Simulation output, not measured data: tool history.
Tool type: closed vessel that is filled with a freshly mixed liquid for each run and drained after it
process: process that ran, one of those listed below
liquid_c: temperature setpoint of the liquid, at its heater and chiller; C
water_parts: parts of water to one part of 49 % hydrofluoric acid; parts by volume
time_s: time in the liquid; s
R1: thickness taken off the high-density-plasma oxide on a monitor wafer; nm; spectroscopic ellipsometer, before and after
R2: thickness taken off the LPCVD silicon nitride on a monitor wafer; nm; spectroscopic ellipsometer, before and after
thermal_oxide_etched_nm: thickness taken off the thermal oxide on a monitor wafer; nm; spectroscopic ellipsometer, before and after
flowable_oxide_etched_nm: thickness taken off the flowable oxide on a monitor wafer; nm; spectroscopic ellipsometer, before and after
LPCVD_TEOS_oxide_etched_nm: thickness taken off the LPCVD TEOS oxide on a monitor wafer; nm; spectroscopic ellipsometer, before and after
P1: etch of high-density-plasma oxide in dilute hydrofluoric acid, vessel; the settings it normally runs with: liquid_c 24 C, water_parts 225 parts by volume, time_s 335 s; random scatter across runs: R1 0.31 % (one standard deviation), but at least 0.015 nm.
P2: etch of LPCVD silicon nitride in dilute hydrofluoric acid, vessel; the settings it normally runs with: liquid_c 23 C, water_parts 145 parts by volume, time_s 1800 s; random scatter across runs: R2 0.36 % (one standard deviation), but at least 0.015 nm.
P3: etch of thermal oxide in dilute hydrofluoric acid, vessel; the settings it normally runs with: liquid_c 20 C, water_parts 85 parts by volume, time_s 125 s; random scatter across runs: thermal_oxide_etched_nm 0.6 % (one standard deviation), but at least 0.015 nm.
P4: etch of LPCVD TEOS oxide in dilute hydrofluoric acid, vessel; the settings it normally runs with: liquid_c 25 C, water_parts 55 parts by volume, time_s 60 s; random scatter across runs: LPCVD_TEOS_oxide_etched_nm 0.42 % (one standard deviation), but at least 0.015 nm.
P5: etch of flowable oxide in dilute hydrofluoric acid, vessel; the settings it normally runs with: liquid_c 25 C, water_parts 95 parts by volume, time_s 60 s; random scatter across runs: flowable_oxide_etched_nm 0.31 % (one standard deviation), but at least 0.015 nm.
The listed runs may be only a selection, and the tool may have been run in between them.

run 1 day=0.188 | process=P1 liquid_c=24 water_parts=225 time_s=335 | R1=10.42
run 2 day=0.429 | process=P1 liquid_c=30 water_parts=225 time_s=335 | R1=12.854
run 3 day=0.817 | process=P1 liquid_c=24 water_parts=225 time_s=595 | R1=18.429
run 4 day=1.042 | process=P1 liquid_c=30 water_parts=115 time_s=335 | R1=28.925
run 5 day=1.338 | process=P1 liquid_c=24 water_parts=225 time_s=335 | R1=10.461
run 6 day=1.558 | process=P2 liquid_c=23 water_parts=145 time_s=1800 | R2=5.748
run 7 day=1.879 | process=P3 liquid_c=20 water_parts=125 time_s=125 | thermal_oxide_etched_nm=3.6876
run 8 day=2.275 | process=P5 liquid_c=25 water_parts=95 time_s=60 | flowable_oxide_etched_nm=18.946
run 9 day=2.683 | process=P5 liquid_c=25 water_parts=180 time_s=60 | flowable_oxide_etched_nm=9.0192
run 10 day=3.012 | process=P1 liquid_c=24 water_parts=225 time_s=335 | R1=10.436
run 11 day=3.421 | process=P2 liquid_c=23 water_parts=145 time_s=3345 | R2=10.662
run 12 day=3.796 | process=P3 liquid_c=20 water_parts=85 time_s=125 | thermal_oxide_etched_nm=5.668
run 13 day=4.067 | process=P2 liquid_c=23 water_parts=145 time_s=1800 | R2=5.7621
run 14 day=4.371 | process=P1 liquid_c=17 water_parts=225 time_s=335 | R1=7.9345
run 15 day=4.65 | process=P4 liquid_c=25 water_parts=30 time_s=60 | LPCVD_TEOS_oxide_etched_nm=78.284
run 16 day=4.946 | process=P4 liquid_c=25 water_parts=55 time_s=30 | LPCVD_TEOS_oxide_etched_nm=20.732
run 17 day=5.158 | process=P1 liquid_c=24 water_parts=225 time_s=165 | R1=5.108
run 18 day=5.512 | process=P2 liquid_c=23 water_parts=245 time_s=1800 | R2=3.451
run 19 day=5.821 | process=P3 liquid_c=17 water_parts=85 time_s=125 | thermal_oxide_etched_nm=4.9649
run 20 day=6.221 | process=P1 liquid_c=24 water_parts=225 time_s=335 | R1=10.406
run 21 day=6.642 | process=P4 liquid_c=32 water_parts=55 time_s=60 | LPCVD_TEOS_oxide_etched_nm=55.053
run 22 day=6.971 | process=P5 liquid_c=25 water_parts=95 time_s=95 | flowable_oxide_etched_nm=30.143
run 23 day=7.179 | process=P3 liquid_c=20 water_parts=85 time_s=125 | thermal_oxide_etched_nm=5.6726
run 24 day=7.504 | process=P4 liquid_c=25 water_parts=55 time_s=60 | LPCVD_TEOS_oxide_etched_nm=41.683
run 25 day=7.792 | process=P5 liquid_c=33.5 water_parts=95 time_s=60 | flowable_oxide_etched_nm=26.142
run 26 day=8.008 | process=P1 liquid_c=24 water_parts=130 time_s=335 | R1=20.053
run 27 day=8.3 | process=P1 liquid_c=24 water_parts=225 time_s=335 | R1=10.419
run 28 day=8.675 | process=P1 liquid_c=24 water_parts=225 time_s=335 | R1=10.383
run 29 day=8.875 | process=P3 liquid_c=20 water_parts=85 time_s=30 | thermal_oxide_etched_nm=1.3959
run 30 day=9.229 | process=P1 liquid_c=24 water_parts=370 time_s=335 | R1=5.4684
run 31 day=9.512 | process=P1 liquid_c=24 water_parts=390 time_s=485 | R1=7.387
run 32 day=9.817 | process=P2 liquid_c=30.5 water_parts=145 time_s=1800 | R2=9.2676
run 33 day=10.233 | process=P1 liquid_c=17.5 water_parts=225 time_s=585 | R1=14.199
run 34 day=10.621 | process=P1 liquid_c=24 water_parts=225 time_s=335 | R1=10.342
run 35 day=10.833 | process=P1 liquid_c=24 water_parts=225 time_s=335 | R1=10.29
run 36 day=11.212 | process=P1 liquid_c=24 water_parts=225 time_s=335 | R1=10.116
run 37 day=11.592 | process=P1 liquid_c=24 water_parts=225 time_s=335 | R1=10.006
run 38 day=12.012 | process=P1 liquid_c=24 water_parts=225 time_s=335 | R1=9.9389
run 39 day=12.233 | process=P1 liquid_c=24 water_parts=225 time_s=335 | R1=9.9714
run 40 day=12.458 | process=P1 liquid_c=24 water_parts=225 time_s=335 | R1=9.9321
run 41 day=12.688 | process=P1 liquid_c=24 water_parts=225 time_s=335 | R1=9.9269
run 42 day=13.096 | process=P1 liquid_c=24 water_parts=225 time_s=335 | R1=9.9127
run 43 day=13.458 | process=P1 liquid_c=24 water_parts=225 time_s=335 | R1=9.8916
run 44 day=13.812 | process=P1 liquid_c=24 water_parts=225 time_s=335 | R1=9.8487
run 45 day=14.112 | process=P1 liquid_c=24 water_parts=225 time_s=335 | R1=9.9324

Something has made what P1 gives creep away from where it was; the 2 causes below, each at its own stated size, fit the log equally well:
A: liquid colder than its thermometer reads (K) = 1.41
B: hydrofluoric acid flow below the setpoint (%) = 4.08
The onset of the drift is placed at about day 10.621.

Listed below are the offered check runs, one wafer per run, with question marks in place of results. For which of them would the causes give clearly different outcomes?
run check 1 day=14.412 | process=P4 liquid_c=32 water_parts=55 time_s=35 | LPCVD_TEOS_oxide_etched_nm=?
run check 2 day=14.412 | process=P3 liquid_c=17 water_parts=120 time_s=125 | thermal_oxide_etched_nm=?
run check 3 day=14.412 | process=P5 liquid_c=29 water_parts=95 time_s=80 | flowable_oxide_etched_nm=?
run check 4 day=14.412 | process=P2 liquid_c=29.5 water_parts=225 time_s=1800 | R2=?

What every check run would give for each of its results, assuming each possible cause in turn:
check=check_1 result=LPCVD_TEOS_oxide_etched_nm if_A=30.3 if_B=30.577
check=check_2 result=thermal_oxide_etched_nm if_A=3.2119 if_B=3.252
check=check_3 result=flowable_oxide_etched_nm if_A=27.943 if_B=28.13
check=check_4 result=R2 if_A=5.1136 if_B=5.3324
Per check, the gap between the least separated pair of causes, taken in the result that splits them most: check 1 0.91 %; check 2 1.24 %; check 3 0.67 %; check 4 4.19 %
Check 4 tells the causes apart: in the others they would give nearly the same result.

Check 4 was carried out, with these results: R2 5.0817 nm. Which of the listed causes is responsible?

A is the cause: liquid colder than its thermometer reads (K).

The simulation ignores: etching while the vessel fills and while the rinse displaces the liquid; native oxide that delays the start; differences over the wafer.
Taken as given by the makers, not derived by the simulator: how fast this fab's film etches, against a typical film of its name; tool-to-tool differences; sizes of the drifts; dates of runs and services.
